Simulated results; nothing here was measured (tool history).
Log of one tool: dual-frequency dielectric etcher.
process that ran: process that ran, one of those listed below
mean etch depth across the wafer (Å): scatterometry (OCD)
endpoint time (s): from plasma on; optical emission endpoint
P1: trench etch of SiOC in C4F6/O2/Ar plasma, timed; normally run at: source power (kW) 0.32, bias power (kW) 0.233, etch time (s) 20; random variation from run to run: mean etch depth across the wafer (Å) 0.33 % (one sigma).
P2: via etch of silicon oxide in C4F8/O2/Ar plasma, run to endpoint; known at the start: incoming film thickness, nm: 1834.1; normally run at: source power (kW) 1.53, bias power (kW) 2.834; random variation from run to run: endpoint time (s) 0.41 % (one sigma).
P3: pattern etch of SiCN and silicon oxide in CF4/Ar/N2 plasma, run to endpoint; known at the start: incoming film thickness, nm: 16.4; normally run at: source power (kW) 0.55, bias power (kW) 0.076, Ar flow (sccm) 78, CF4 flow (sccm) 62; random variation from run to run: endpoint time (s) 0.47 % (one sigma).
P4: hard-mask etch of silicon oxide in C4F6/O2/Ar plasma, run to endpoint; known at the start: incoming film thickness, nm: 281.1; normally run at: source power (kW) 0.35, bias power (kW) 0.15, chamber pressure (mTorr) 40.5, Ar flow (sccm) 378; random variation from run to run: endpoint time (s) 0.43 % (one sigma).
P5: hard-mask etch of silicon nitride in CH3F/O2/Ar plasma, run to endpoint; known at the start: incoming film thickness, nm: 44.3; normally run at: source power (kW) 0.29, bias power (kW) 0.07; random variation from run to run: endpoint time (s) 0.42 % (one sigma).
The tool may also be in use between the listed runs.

| run | hour | process that ran | source power (kW) | bias power (kW) | etch time (s) | Ar flow (sccm) | CF4 flow (sccm) | chamber pressure (mTorr) | hours since the last wet clean | hours since the last source power generator calibration | hours since the last bias power generator calibration | mean etch depth across the wafer (Å) | endpoint time (s) |
|---|---|---|---|---|---|---|---|---|---|---|---|---|---|
| 1 | 8.5 | P1 | 0.32 | 0.233 | 20 |  |  |  | 161.8 | 2013.3 | 588.3 | 413.88 |  |
| 2 | 15 | P3 | 0.78 | 0.076 |  | 78 | 62 |  | 168.3 | 2019.8 | 594.8 |  | 11.321 |
| 3 | 22.3 | P1 | 0.24 | 0.233 | 20 |  |  |  | 175.6 | 2027.1 | 602.1 | 371.14 |  |
| 4 | 29.5 | P4 | 0.35 | 0.097 |  | 378 |  | 40.5 | 182.8 | 2034.3 | 609.3 |  | 121.1 |
| 5 | 33.6 | P4 | 0.46 | 0.15 |  | 378 |  | 40.5 | 186.9 | 2038.4 | 613.4 |  | 95.563 |
| 6 | 42 | P4 | 0.35 | 0.15 |  | 378 |  | 40.5 | 195.3 | 2046.8 | 621.8 |  | 105.48 |
| 7 | 47.1 | P1 | 0.32 | 0.233 | 20 |  |  |  | 200.4 | 2051.9 | 626.9 | 413.62 |  |
| 8 | 54.4 | P5 | 0.29 | 0.07 |  |  |  |  | 207.7 | 2059.2 | 634.2 |  | 73.647 |
| 9 | 60 | P1 | 0.32 | 0.233 | 29.5 |  |  |  | 213.3 | 2064.8 | 639.8 | 609.64 |  |
| 10 | 67.6 | P1 | 0.32 | 0.233 | 20 |  |  |  | 220.9 | 2072.4 | 647.4 | 414.63 |  |
| 11 | 74 | P1 | 0.32 | 0.319 | 20 |  |  |  | 227.3 | 2078.8 | 653.8 | 461.7 |  |
| 12 | 79.3 | P1 | 0.41 | 0.233 | 20 |  |  |  | 232.6 | 2084.1 | 659.1 | 455.61 |  |
| 13 | 84.3 | P1 | 0.43 | 0.175 | 20 |  |  |  | 237.6 | 2089.1 | 664.1 | 425.71 |  |
| 14 | 92.7 | P1 | 0.32 | 0.159 | 15.5 |  |  |  | 246 | 2097.5 | 672.5 | 283.45 |  |
| 15 | 99.1 | P5 | 0.23 | 0.07 |  |  |  |  | 252.4 | 2103.9 | 678.9 |  | 79.791 |
| 16 | 104 | P3 | 0.55 | 0.098 |  | 78 | 62 |  | 257.3 | 2108.8 | 683.8 |  | 14.162 |
| 17 | 111.3 | P1 | 0.32 | 0.233 | 15 |  |  |  | 264.6 | 2116.1 | 691.1 | 311.04 |  |
| 18 | 119.9 | P5 | 0.29 | 0.054 |  |  |  |  | 273.2 | 2124.7 | 699.7 |  | 79.767 |
| 19 | 125.4 | P3 | 0.55 | 0.076 |  | 78 | 40 |  | 278.7 | 2130.2 | 705.2 |  | 16.438 |
| 20 | 130.4 | P1 | 0.32 | 0.233 | 20 |  |  |  | 283.7 | 2135.2 | 710.2 | 413.5 |  |
| 21 | 135.2 | P1 | 0.32 | 0.174 | 20 |  |  |  | 288.5 | 2140 | 715 | 375.64 |  |
| 22 | 141.9 | P3 | 0.55 | 0.076 |  | 63 | 62 |  | 295.2 | 2146.7 | 721.7 |  | 14.88 |
| 23 | 149.6 | P3 | 0.55 | 0.076 |  | 78 | 62 |  | 302.9 | 2154.4 | 729.4 |  | 15.421 |
| 24 | 155.8 | P4 | 0.35 | 0.15 |  | 378 |  | 26.5 | 309.1 | 2160.6 | 735.6 |  | 100.95 |
| 25 | 159.6 | P1 | 0.32 | 0.233 | 20 |  |  |  | 312.9 | 2164.4 | 739.4 | 413.84 |  |
| 26 | 166.6 | P4 | 0.35 | 0.15 |  | 277 |  | 40.5 | 319.9 | 2171.4 | 746.4 |  | 103.04 |
| 27 | 174.3 | P2 | 1.53 | 1.868 |  |  |  |  | 327.6 | 2179.1 | 754.1 |  | 418.92 |
| 28 | 178.2 | P2 | 1.53 | 2.834 |  |  |  |  | 331.5 | 2183 | 758 |  | 370.72 |
| 29 | 185.8 | P2 | 1.87 | 2.834 |  |  |  |  | 339.1 | 2190.6 | 765.6 |  | 343.08 |
| 30 | 192.3 | P1 | 0.32 | 0.233 | 20 |  |  |  | 345.6 | 2197.1 | 772.1 | 411.59 |  |
| 31 | 198.3 | P1 | 0.32 | 0.233 | 20 |  |  |  | 351.6 | 2203.1 | 778.1 | 411.12 |  |
| 32 | 203.4 | P1 | 0.32 | 0.233 | 20 |  |  |  | 356.7 | 2208.2 | 783.2 | 409.38 |  |
| 33 | 210 | P1 | 0.32 | 0.233 | 20 |  |  |  | 363.3 | 2214.8 | 789.8 | 409.07 |  |
| 34 | 218.6 | P1 | 0.32 | 0.233 | 20 |  |  |  | 371.9 | 2223.4 | 798.4 | 410.44 |  |
| 35 | 225.1 | P1 | 0.32 | 0.233 | 20 |  |  |  | 378.4 | 2229.9 | 804.9 | 408.31 |  |
|  | 226.4 | wet clean of the chamber |
| 36 | 232.4 | P1 | 0.32 | 0.233 | 20 |  |  |  | 6.1 | 2237.2 | 812.2 | 407.71 |  |
| 37 | 240.4 | P1 | 0.32 | 0.233 | 20 |  |  |  | 14.1 | 2245.2 | 820.2 | 406.49 |  |
| 38 | 248.4 | P1 | 0.32 | 0.233 | 20 |  |  |  | 22.1 | 2253.2 | 828.2 | 407.45 |  |
| 39 | 252.7 | P1 | 0.32 | 0.233 | 20 |  |  |  | 26.4 | 2257.5 | 832.5 | 408 |  |
| 40 | 259.2 | P1 | 0.32 | 0.233 | 20 |  |  |  | 32.9 | 2264 | 839 | 407.9 |  |
| 41 | 264.5 | P1 | 0.32 | 0.233 | 20 |  |  |  | 38.2 | 2269.3 | 844.3 | 407.68 |  |

What P1 gives has crept away from where it was. These 2 causes fit the log equally well, each at the size given:
A: bias power that arrives under what is set, % = 4.71
B: source power that arrives under what is set, % = 4.17
The creep began at about hour 192.3.
Why every other cause is out:
chamber walls in a state that lowers the etch rate, %: serviced at hour 226.4, which brought nothing back

4 check runs are offered, each on 3 wafers whose results are averaged, their results left as question marks. Which one tells the causes apart?
| check 1 | 269.8 | P5 | 0.24 | 0.07 |  |  |  |  |  |  |  |  | ? |
| check 2 | 269.8 | P3 | 0.55 | 0.094 |  | 78 | 62 |  |  |  |  |  | ? |
| check 3 | 269.8 | P4 | 0.35 | 0.128 |  | 378 |  | 34.5 |  |  |  |  | ? |
| check 4 | 269.8 | P2 | 1.53 | 2.189 |  |  |  |  |  |  |  |  | ? |

What each check would give under each cause:
| check | result | if A | if B |
|---|---|---|---|
| check 1 | endpoint time (s) | 79.976 | 79.896 |
| check 2 | endpoint time (s) | 14.586 | 14.894 |
| check 3 | endpoint time (s) | 111.04 | 111.35 |
| check 4 | endpoint time (s) | 406.81 | 407.85 |
How far apart the two closest causes lie, in the result that separates them most: check 1 0.1 %; check 2 2.09 %; check 3 0.27 %; check 4 0.25 %
Check 2 tells the causes apart: in the others they would give nearly the same result.

Then check 2 was run and gave: endpoint time (s) 14.89. Which cause is it?

It is B: source power that arrives under what is set, %.
